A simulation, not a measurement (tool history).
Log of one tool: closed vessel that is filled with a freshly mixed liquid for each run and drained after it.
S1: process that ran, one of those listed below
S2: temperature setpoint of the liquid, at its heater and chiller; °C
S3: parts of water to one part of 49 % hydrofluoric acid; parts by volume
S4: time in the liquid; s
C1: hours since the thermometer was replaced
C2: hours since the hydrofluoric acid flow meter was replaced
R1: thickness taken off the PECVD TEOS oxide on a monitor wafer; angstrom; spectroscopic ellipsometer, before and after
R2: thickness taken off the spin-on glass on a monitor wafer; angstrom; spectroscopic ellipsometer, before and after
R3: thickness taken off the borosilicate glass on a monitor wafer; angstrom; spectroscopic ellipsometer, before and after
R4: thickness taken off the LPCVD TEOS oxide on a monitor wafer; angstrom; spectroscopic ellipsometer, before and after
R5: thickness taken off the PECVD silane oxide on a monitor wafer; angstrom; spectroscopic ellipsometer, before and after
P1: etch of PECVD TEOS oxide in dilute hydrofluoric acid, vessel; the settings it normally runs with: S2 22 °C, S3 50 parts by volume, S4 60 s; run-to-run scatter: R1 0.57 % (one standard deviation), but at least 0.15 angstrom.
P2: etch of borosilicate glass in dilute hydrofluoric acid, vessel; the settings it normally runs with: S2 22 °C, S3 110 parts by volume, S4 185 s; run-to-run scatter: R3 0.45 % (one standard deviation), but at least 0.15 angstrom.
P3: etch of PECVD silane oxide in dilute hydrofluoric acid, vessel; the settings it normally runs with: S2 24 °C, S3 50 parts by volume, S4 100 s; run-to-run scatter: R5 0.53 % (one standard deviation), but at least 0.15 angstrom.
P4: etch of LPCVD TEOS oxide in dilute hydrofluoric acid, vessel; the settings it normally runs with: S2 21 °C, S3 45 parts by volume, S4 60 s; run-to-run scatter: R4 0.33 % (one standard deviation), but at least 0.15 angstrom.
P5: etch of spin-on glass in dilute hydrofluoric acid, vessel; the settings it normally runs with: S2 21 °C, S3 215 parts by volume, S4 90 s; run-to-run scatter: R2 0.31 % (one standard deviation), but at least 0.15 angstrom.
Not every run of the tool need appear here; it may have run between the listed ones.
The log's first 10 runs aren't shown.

run 11 day=3.146 | S1=P4 S2=21 S3=45 S4=60 | C1=1180 C2=1382 | R4=376.45
run 12 day=3.5 | S1=P1 S2=22 S3=50 S4=60 | C1=1188.5 C2=1390.5 | R1=322.11
run 13 day=3.721 | S1=P1 S2=22 S3=30 S4=60 | C1=1193.8 C2=1395.8 | R1=548.12
run 14 day=3.967 | S1=P1 S2=17 S3=50 S4=60 | C1=1199.7 C2=1401.7 | R1=260.3
run 15 day=4.325 | S1=P1 S2=22 S3=50 S4=30 | C1=1208.3 C2=1410.3 | R1=159.17
run 16 day=4.612 | S1=P3 S2=24 S3=50 S4=100 | C1=1215.2 C2=1417.2 | R5=559.89
run 17 day=4.854 | S1=P1 S2=22 S3=80 S4=60 | C1=1221 C2=1423 | R1=192.92
run 18 day=5.083 | S1=P5 S2=21 S3=215 S4=170 | C1=1226.5 C2=1428.5 | R2=299.47
run 19 day=5.371 | S1=P1 S2=22 S3=50 S4=60 | C1=1233.4 C2=1435.4 | R1=323.41
run 20 day=5.612 | S1=P1 S2=22 S3=50 S4=60 | C1=1239.2 C2=1441.2 | R1=321.17
run 21 day=5.838 | S1=P2 S2=22 S3=195 S4=185 | C1=1244.6 C2=1446.6 | R3=168.38
run 22 day=6.167 | S1=P2 S2=22 S3=110 S4=85 | C1=1252.5 C2=1454.5 | R3=149.8
run 23 day=6.358 | S1=P3 S2=28.5 S3=50 S4=100 | C1=1257.1 C2=1459.1 | R5=669.36
run 24 day=6.558 | S1=P4 S2=21 S3=45 S4=115 | C1=1261.9 C2=1463.9 | R4=719.79
run 25 day=6.967 | S1=P5 S2=21 S3=390 S4=90 | C1=1271.7 C2=1473.7 | R2=74.135
run 26 day=7.192 | S1=P1 S2=22 S3=50 S4=100 | C1=1277.1 C2=1479.1 | R1=537.71
run 27 day=7.608 | S1=P3 S2=24 S3=50 S4=145 | C1=1287.1 C2=1489.1 | R5=815.04
run 28 day=7.808 | S1=P4 S2=21 S3=30 S4=60 | C1=1291.9 C2=1493.9 | R4=572.02
run 29 day=8.133 | S1=P1 S2=22 S3=50 S4=60 | C1=1299.7 C2=1501.7 | R1=320.2
run 30 day=8.479 | S1=P1 S2=30.5 S3=50 S4=60 | C1=1308 C2=1510 | R1=454.47
run 31 day=8.746 | S1=P5 S2=21 S3=215 S4=90 | C1=1314.4 C2=1516.4 | R2=158.3
run 32 day=9.012 | S1=P1 S2=22 S3=50 S4=60 | C1=1320.8 C2=1522.8 | R1=323.46
run 33 day=9.275 | S1=P1 S2=22 S3=50 S4=60 | C1=1327.1 C2=1529.1 | R1=330.84
run 34 day=9.579 | S1=P1 S2=22 S3=50 S4=60 | C1=1334.4 C2=1536.4 | R1=338.4
run 35 day=9.942 | S1=P1 S2=22 S3=50 S4=60 | C1=1343.1 C2=1545.1 | R1=341.15

Run 36 is up next; what results do you expect?
run 36 day=10.325 | S1=P1 S2=22 S3=50 S4=60 | C1=1352.3 C2=1554.3 | R1=?

{"run 36": {"R1": 345.39}}
